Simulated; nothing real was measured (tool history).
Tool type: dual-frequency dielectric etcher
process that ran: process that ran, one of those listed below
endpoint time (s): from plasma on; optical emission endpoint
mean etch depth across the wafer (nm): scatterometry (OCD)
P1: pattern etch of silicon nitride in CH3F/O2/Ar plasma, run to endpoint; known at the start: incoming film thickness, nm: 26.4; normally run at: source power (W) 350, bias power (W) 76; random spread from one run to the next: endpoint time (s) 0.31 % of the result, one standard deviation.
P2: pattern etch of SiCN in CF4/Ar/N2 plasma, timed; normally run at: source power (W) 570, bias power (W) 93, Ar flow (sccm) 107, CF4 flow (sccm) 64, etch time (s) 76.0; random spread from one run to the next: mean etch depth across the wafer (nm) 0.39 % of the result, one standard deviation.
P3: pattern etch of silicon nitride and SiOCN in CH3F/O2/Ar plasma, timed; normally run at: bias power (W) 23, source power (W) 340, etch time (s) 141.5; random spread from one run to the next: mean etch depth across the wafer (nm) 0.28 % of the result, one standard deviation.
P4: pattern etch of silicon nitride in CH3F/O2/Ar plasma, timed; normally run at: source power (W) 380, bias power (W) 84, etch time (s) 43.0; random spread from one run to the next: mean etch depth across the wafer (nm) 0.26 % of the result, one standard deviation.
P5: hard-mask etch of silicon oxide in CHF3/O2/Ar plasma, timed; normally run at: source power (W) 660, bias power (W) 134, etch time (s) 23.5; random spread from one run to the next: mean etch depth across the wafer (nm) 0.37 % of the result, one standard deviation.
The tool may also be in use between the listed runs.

run,day,process that ran,source power (W),bias power (W),etch time (s),Ar flow (sccm),CF4 flow (sccm),endpoint time (s),mean etch depth across the wafer (nm)
1,0.271,P1,350,76,,,,39.236,
2,0.492,P5,660,134,23.5,,,,43.360
3,0.729,P5,660,170,23.5,,,,46.653
4,0.929,P2,570,93,76.0,107,64,,87.134
5,1.096,P3,340,14,141.5,,,,14.488
6,1.396,P1,350,76,,,,39.185,
7,1.596,P4,380,84,43.0,,,,31.653
8,1.808,P1,220,76,,,,46.710,
9,2.025,P1,350,76,,,,39.184,
10,2.200,P1,470,76,,,,35.061,
11,2.412,P4,470,84,43.0,,,,34.394
12,2.662,P2,570,56,76.0,107,64,,73.034
13,2.804,P1,270,53,,,,49.089,
14,3.121,P3,340,23,102.0,,,,12.914
15,3.271,P1,350,76,,,,39.267,
16,3.454,P1,350,96,,,,35.962,
# day 3.679: wet clean of the chamber
17,3.692,P3,280,23,141.5,,,,16.743
18,3.929,P2,570,93,76.0,107,85,,90.548
19,4.100,P2,570,93,76.0,107,64,,86.706
20,4.267,P2,570,93,76.0,78,64,,90.164
21,4.417,P5,660,134,34.5,,,,63.375
22,4.658,P4,380,84,43.0,,,,31.716
23,4.900,P4,380,55,43.0,,,,27.634
24,5.092,P2,740,93,76.0,107,64,,109.280
25,5.417,P1,350,76,,,,39.157,
26,5.642,P3,340,23,141.5,,,,17.954
27,5.783,P1,350,76,,,,39.406,
28,6.100,P4,380,84,27.5,,,,20.270
29,6.321,P5,850,134,23.5,,,,47.508
30,6.588,P2,570,93,114.0,107,64,,130.740
31,6.888,P1,350,60,,,,42.195,
32,7.108,P1,350,76,,,,39.104,
33,7.396,P1,350,76,,,,39.381,
34,7.683,P1,350,76,,,,39.788,
35,7.946,P1,350,76,,,,39.678,
# day 8.012: wet clean of the chamber
36,8.196,P1,350,76,,,,39.739,
37,8.525,P1,350,76,,,,39.692,
38,8.817,P1,350,76,,,,39.949,
39,9.025,P1,350,76,,,,39.933,
40,9.221,P1,350,76,,,,39.904,

P1 no longer gives what it gave before; its output has crept away from where it was. The following 2 causes, each at its listed size, fit the log equally well:
A: bias power that arrives under what is set, % = 4.34
B: source power that arrives under what is set, % = 4.03
The drift started at roughly day 7.108.
Ruled out, with reasons:
chamber walls in a state that lowers the etch rate, %: its service at day 8.012 followed the start of the drift and did not put the process back to its old value

Which of the 4 check runs listed below, each an average over 2 wafers with its results shown as question marks, gives clearly different results under the different listed causes?
check 1,9.417,P5,840,134,34.5,,,,?
check 2,9.417,P4,380,60,43.0,,,,?
check 3,9.417,P3,340,17,141.5,,,,?
check 4,9.417,P2,570,93,99.5,107,78,,?

If the cause were each of the candidates in turn, the checks would give the following:
check,result,if A,if B
check 1,mean etch depth across the wafer (nm),68.801,68.623
check 2,mean etch depth across the wafer (nm),27.822,27.788
check 3,mean etch depth across the wafer (nm),15.442,15.507
check 4,mean etch depth across the wafer (nm),115.350,113.040
Per check, the gap between the least separated pair of causes, taken in the result that splits them most: check 1 0.26 %; check 2 0.12 %; check 3 0.42 %; check 4 2.02 %
The causes can be told apart only by check 4. The other checks would give nearly the same results under each of them.

Check 4 was then run and gave: mean etch depth across the wafer (nm) 115.900. Which cause is it?

Of the candidate causes, it is A: bias power that arrives under what is set, %.

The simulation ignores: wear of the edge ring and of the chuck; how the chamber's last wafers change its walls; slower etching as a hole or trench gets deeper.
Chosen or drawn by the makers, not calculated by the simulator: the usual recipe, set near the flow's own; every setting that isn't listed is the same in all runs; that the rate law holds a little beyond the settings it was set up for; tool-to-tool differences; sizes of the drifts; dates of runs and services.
